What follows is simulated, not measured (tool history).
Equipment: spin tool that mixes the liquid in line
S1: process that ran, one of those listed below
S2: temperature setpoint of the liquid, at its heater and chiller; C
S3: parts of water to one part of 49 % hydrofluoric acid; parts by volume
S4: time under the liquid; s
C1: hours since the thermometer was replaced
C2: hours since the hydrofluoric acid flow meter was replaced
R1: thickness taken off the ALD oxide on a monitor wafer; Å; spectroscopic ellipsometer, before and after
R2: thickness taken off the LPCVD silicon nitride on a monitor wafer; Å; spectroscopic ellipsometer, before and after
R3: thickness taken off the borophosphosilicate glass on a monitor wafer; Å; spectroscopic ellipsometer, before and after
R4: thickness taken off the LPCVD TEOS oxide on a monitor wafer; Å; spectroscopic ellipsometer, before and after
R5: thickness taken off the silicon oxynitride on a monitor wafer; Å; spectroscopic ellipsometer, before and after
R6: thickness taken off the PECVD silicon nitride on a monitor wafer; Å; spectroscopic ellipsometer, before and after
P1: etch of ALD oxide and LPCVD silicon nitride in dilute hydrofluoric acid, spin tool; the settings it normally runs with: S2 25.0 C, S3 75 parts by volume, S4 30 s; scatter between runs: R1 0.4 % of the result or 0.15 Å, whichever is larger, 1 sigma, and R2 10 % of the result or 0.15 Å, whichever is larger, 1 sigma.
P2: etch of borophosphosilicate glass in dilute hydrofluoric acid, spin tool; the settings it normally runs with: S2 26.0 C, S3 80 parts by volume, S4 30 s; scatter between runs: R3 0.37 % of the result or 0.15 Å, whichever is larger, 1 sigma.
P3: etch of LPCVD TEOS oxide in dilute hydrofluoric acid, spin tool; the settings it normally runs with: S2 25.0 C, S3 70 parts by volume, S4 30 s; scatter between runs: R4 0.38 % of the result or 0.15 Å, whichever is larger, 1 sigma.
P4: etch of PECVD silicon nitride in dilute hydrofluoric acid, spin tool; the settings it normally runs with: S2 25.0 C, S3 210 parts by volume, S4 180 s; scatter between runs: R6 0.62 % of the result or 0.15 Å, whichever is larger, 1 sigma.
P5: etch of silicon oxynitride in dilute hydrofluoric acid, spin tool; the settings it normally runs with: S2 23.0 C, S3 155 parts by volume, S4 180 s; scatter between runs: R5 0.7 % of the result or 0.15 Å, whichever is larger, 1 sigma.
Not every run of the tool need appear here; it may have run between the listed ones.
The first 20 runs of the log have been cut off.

| run | hour | S1 | S2 | S3 | S4 | C1 | C2 | R1 | R2 | R3 | R4 | R5 | R6 |
|---|---|---|---|---|---|---|---|---|---|---|---|---|---|
| 21 | 211.0 | P4 | 25.0 | 210 | 180 | 1021.4 | 557.7 |  |  |  |  |  | 49.0340 |
| 22 | 217.9 | P1 | 25.0 | 75 | 30 | 1028.3 | 564.6 | 90.662 | 1.9451 |  |  |  |  |
| 23 | 224.9 | P4 | 19.0 | 210 | 180 | 1035.3 | 571.6 |  |  |  |  |  | 33.7570 |
| 24 | 236.4 | P3 | 25.0 | 105 | 30 | 1046.8 | 583.1 |  |  |  | 89.579 |  |  |
| 25 | 244.0 | P1 | 25.0 | 75 | 30 | 1054.4 | 590.7 | 90.853 | 1.4687 |  |  |  |  |
| 26 | 252.0 | P2 | 26.0 | 80 | 30 | 1062.4 | 598.7 |  |  | 159.690 |  |  |  |
| 27 | 264.5 | P2 | 20.5 | 80 | 30 | 1074.9 | 611.2 |  |  | 127.800 |  |  |  |
| 28 | 274.2 | P5 | 30.5 | 155 | 180 | 1084.6 | 620.9 |  |  |  |  | 47.8540 |  |

What does the tool deliver on the next run?
| 29 | 285.2 | P5 | 23.0 | 155 | 180 | 1095.6 | 631.9 |  |  |  |  | ? |  |

R5: 33.3540 Å
